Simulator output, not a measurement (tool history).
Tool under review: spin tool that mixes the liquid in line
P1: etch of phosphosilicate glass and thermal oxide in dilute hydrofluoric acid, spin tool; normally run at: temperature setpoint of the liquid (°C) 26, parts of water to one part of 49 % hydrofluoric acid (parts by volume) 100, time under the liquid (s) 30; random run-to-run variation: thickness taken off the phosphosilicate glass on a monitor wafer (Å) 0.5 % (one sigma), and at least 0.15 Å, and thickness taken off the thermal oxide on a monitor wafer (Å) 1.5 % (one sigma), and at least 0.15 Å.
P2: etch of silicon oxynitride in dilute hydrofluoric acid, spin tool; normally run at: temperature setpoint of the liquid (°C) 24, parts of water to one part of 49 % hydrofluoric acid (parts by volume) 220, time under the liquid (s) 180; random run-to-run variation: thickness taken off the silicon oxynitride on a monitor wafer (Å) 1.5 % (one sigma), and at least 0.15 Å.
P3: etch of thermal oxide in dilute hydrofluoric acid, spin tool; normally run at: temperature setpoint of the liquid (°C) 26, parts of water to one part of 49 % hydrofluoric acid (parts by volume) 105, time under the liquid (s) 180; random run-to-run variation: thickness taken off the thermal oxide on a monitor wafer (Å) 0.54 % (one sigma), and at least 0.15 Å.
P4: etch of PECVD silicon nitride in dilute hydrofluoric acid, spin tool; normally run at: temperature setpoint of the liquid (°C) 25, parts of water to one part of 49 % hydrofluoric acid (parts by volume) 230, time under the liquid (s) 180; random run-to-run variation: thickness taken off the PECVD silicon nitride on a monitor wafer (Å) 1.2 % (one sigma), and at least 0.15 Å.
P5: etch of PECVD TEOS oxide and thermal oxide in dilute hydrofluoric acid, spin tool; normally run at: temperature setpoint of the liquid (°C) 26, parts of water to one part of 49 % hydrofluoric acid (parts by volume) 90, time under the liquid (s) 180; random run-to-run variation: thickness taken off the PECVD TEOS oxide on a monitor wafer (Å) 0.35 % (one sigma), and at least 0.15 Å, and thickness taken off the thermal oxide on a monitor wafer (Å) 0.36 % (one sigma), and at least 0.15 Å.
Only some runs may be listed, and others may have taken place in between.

| run | day | process that ran | temperature setpoint of the liquid (°C) | parts of water to one part of 49 % hydrofluoric acid (parts by volume) | time under the liquid (s) | hours since the thermometer was replaced | hours since the hydrofluoric acid flow meter was replaced | thickness taken off the phosphosilicate glass on a monitor wafer (Å) | thickness taken off the thermal oxide on a monitor wafer (Å) | thickness taken off the silicon oxynitride on a monitor wafer (Å) | thickness taken off the PECVD silicon nitride on a monitor wafer (Å) | thickness taken off the PECVD TEOS oxide on a monitor wafer (Å) |
|---|---|---|---|---|---|---|---|---|---|---|---|---|
| 1 | 0.458 | P1 | 26 | 100 | 30 | 875.5 | 708.9 | 517.86 | 15.669 |  |  |  |
| 2 | 1.025 | P2 | 24 | 380 | 180 | 889.1 | 722.5 |  |  | 8.0583 |  |  |
| 3 | 1.438 | P4 | 25 | 230 | 180 | 899 | 732.4 |  |  |  | 17.858 |  |
| 4 | 1.812 | P1 | 26 | 100 | 50 | 908 | 741.4 | 862.8 | 25.419 |  |  |  |
| 5 | 2.238 | P1 | 26 | 100 | 30 | 918.2 | 751.6 | 514.1 | 15.301 |  |  |  |
| 6 | 2.708 | P2 | 24 | 220 | 275 | 929.5 | 762.9 |  |  | 25.14 |  |  |
| 7 | 3.229 | P1 | 29.5 | 100 | 30 | 942 | 775.4 | 589.89 | 17.636 |  |  |  |
| 8 | 3.612 | P5 | 19 | 90 | 180 | 951.2 | 784.6 |  | 72.706 |  |  | 163.1 |
| 9 | 3.862 | P4 | 25 | 230 | 180 | 957.2 | 790.6 |  |  |  | 18.818 |  |
| 10 | 4.404 | P5 | 26 | 90 | 40 | 970.2 | 803.6 |  | 21.491 |  |  | 48.163 |
| 11 | 4.954 | P5 | 26 | 90 | 180 | 983.4 | 816.8 |  | 96.248 |  |  | 216.79 |
| 12 | 5.396 | P4 | 25 | 230 | 60 | 994 | 827.4 |  |  |  | 6.2148 |  |
| 13 | 5.729 | P1 | 26 | 100 | 15 | 1002 | 835.4 | 255.24 | 7.7411 |  |  |  |
| 14 | 6.217 | P2 | 32 | 220 | 180 | 1013.7 | 847.1 |  |  | 22.62 |  |  |
| 15 | 6.733 | P3 | 26 | 60 | 180 | 1026.1 | 859.5 |  | 158.88 |  |  |  |
| 16 | 7.058 | P1 | 19 | 100 | 55 | 1033.9 | 867.3 | 712.5 | 20.97 |  |  |  |
| 17 | 7.458 | P3 | 31.5 | 105 | 180 | 1043.5 | 876.9 |  | 104.86 |  |  |  |
| 18 | 7.875 | P3 | 26 | 105 | 180 | 1053.5 | 886.9 |  | 85.217 |  |  |  |
| 19 | 8.375 | P1 | 26 | 175 | 30 | 1065.5 | 898.9 | 269.65 | 7.9 |  |  |  |
| 20 | 8.767 | P1 | 26 | 50 | 30 | 1074.9 | 908.3 | 1101.6 | 32.67 |  |  |  |
| 21 | 9.321 | P2 | 24 | 220 | 180 | 1088.2 | 921.6 |  |  | 16.455 |  |  |
| 22 | 9.808 | P1 | 26 | 100 | 30 | 1099.9 | 933.3 | 514.35 | 15.135 |  |  |  |
| 23 | 10.379 | P4 | 29.5 | 230 | 180 | 1113.6 | 947 |  |  |  | 24.313 |  |
| 24 | 10.796 | P5 | 26 | 45 | 180 | 1123.6 | 957 |  | 204.28 |  |  | 458.99 |
| 25 | 11.275 | P1 | 19.5 | 100 | 30 | 1135.1 | 968.5 | 394.91 | 11.918 |  |  |  |
| 26 | 11.671 | P3 | 26 | 105 | 100 | 1144.6 | 978 |  | 47.141 |  |  |  |
| 27 | 12.138 | P1 | 26 | 100 | 30 | 1155.8 | 989.2 | 516.49 | 15.376 |  |  |  |

Forecast run 28:
| 28 | 12.521 | P4 | 25 | 50 | 180 | 1165 | 998.4 |  |  |  | ? |  |

thickness taken off the PECVD silicon nitride on a monitor wafer (Å): 83.826
